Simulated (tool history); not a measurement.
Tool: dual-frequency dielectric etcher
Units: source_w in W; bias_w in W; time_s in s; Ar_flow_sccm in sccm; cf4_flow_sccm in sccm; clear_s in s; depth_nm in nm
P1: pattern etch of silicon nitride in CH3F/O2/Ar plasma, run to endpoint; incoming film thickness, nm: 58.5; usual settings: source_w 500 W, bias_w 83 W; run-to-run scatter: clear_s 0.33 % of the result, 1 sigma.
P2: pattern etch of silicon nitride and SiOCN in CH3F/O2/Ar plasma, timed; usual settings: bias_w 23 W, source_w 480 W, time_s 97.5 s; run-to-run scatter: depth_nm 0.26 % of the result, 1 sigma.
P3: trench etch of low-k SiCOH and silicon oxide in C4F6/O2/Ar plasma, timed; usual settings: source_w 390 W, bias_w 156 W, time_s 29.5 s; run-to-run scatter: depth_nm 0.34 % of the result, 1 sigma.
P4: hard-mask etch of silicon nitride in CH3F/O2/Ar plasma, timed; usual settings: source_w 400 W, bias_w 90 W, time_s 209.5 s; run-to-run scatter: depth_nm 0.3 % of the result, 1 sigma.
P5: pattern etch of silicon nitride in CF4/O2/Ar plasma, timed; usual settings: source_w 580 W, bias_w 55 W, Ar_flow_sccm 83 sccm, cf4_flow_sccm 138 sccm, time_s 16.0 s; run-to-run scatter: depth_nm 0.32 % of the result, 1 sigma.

run,hour,process,source_w,bias_w,time_s,Ar_flow_sccm,cf4_flow_sccm,clear_s,depth_nm
1,6.2,P1,500,83,,,,73.534,
2,11.2,P4,400,90,209.5,,,,154.170
3,18.0,P1,500,83,,,,73.417,
4,22.4,P5,580,55,16.0,56,138,,38.784
5,28.7,P1,500,83,,,,73.395,
6,33.5,P3,390,212,29.5,,,,93.310
7,38.5,P4,400,90,277.5,,,,205.020
8,43.4,P1,600,83,,,,68.120,
9,48.2,P5,580,40,16.0,83,138,,33.661
10,55.9,P2,480,23,97.5,,,,14.458
11,60.5,P1,660,55,,,,75.187,
12,67.3,P1,500,83,,,,73.716,
13,71.5,P2,480,14,97.5,,,,11.779
14,75.3,P5,380,55,16.0,83,138,,25.910
15,82.2,P1,500,118,,,,64.585,
16,86.3,P4,290,90,209.5,,,,137.510
17,91.3,P1,380,83,,,,81.444,
18,95.7,P3,500,156,29.5,,,,93.138
19,102.0,P4,400,60,209.5,,,,134.040
20,105.6,P1,500,51,,,,86.252,
21,109.5,P5,580,55,16.0,83,181,,38.327
22,113.3,P2,480,23,75.5,,,,11.172
23,118.6,P3,390,156,42.0,,,,120.370
24,123.7,P3,390,156,29.5,,,,84.573
25,131.0,P3,390,156,29.5,,,,84.403
26,137.2,P1,500,83,,,,72.960,
27,144.7,P2,650,23,97.5,,,,16.045
28,149.1,P5,580,55,16.0,83,138,,37.394
29,153.3,P5,580,55,23.5,83,138,,54.999
30,159.7,P1,500,83,,,,73.775,
31,166.7,P1,500,83,,,,73.418,
32,170.3,P1,500,83,,,,74.042,
33,177.2,P1,500,83,,,,74.362,
34,180.7,P1,500,83,,,,74.155,

Run 35 comes next. What will it give?
# hour 182.2: wet clean of the chamber
35,188.1,P1,500,83,,,,?,

{"run 35": {"clear_s": 74.912}}

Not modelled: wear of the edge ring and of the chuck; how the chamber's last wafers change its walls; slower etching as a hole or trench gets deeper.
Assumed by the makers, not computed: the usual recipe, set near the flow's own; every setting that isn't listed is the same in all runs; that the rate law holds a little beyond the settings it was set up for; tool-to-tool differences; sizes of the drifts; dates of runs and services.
